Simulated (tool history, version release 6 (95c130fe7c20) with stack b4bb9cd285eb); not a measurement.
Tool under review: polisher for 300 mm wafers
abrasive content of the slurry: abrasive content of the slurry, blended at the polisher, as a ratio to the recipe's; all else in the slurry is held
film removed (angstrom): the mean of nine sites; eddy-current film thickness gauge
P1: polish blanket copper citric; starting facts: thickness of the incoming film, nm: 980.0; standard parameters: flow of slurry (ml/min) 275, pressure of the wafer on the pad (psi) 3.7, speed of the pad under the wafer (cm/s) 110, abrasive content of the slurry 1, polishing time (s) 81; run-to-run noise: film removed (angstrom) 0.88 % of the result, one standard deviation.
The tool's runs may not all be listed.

run,day,flow of slurry (ml/min),pressure of the wafer on the pad (psi),speed of the pad under the wafer (cm/s),abrasive content of the slurry,polishing time (s),wafers polished on this pad,hours since the slurry nozzle was cleaned,hours since the head pressure was calibrated,hours since the slurry blender was calibrated,film removed (angstrom)
1,0.308,275,3.7,110,1,81,329,214.1,302.3,210,2169
2,0.829,410,3.7,110,1,59,455,226.6,314.8,222.5,1624.4
3,1.1,275,3.7,110,0.65,81,521,233.1,321.3,229,1963.5
# day 1.417: head pressure recalibrated
4,1.65,275,3.7,110,1,81,654,246.3,5.6,242.2,2171.1
5,1.996,275,3.7,154,1.3,81,738,254.6,13.9,250.5,3174.5
6,2.467,275,3.7,110,1,111,852,265.9,25.2,261.8,2980.9
7,3.025,360,2.6,110,1,81,987,279.3,38.6,275.2,1553.1
8,3.321,275,3.7,110,1.5,81,1058,286.4,45.7,282.3,2342.1
9,3.833,275,3.7,56,1,81,1183,298.7,58,294.6,1113.6
10,4.212,275,5.8,110,1,81,1274,307.8,67.1,303.7,3321.9
11,4.508,275,3.7,172,1,81,1346,314.9,74.2,310.8,3315.2
12,4.796,275,3.7,110,1,51,1416,321.8,81.1,317.7,1330.4
13,5.304,275,3.7,110,1,81,1539,334,93.3,329.9,2131.8
14,5.804,165,3.7,110,1,81,1660,346,105.3,341.9,2001.7
15,6.342,350,3.7,110,1,81,1790,358.9,118.2,354.8,2165.4
# day 6.429: slurry blender recalibrated
16,6.783,275,1.7,110,1,81,1897,369.5,128.8,8.5,998.01
17,7.179,275,3.7,110,1,81,1993,379,138.3,18,2158.6
18,7.696,275,3.7,110,1,81,2118,391.4,150.7,30.4,2124.6
19,8.079,275,3.7,110,1,81,2211,400.6,159.9,39.6,2147
20,8.488,275,3.7,110,1,81,2310,410.4,169.7,49.4,2120.6
21,8.846,275,3.7,110,1,81,2396,419,178.3,58,2079.1
22,9.283,275,3.7,110,1,81,2502,429.5,188.8,68.5,2115.4
# day 9.321: head pressure recalibrated
# day 9.375: slurry blender recalibrated
23,9.696,275,3.7,110,1,81,2602,439.4,9,7.7,2062

What does the tool deliver on the next run?
24,10.012,275,3.7,110,1,81,2679,447,16.6,15.3,?

Run 24 gave film removed (angstrom) 2064.4.
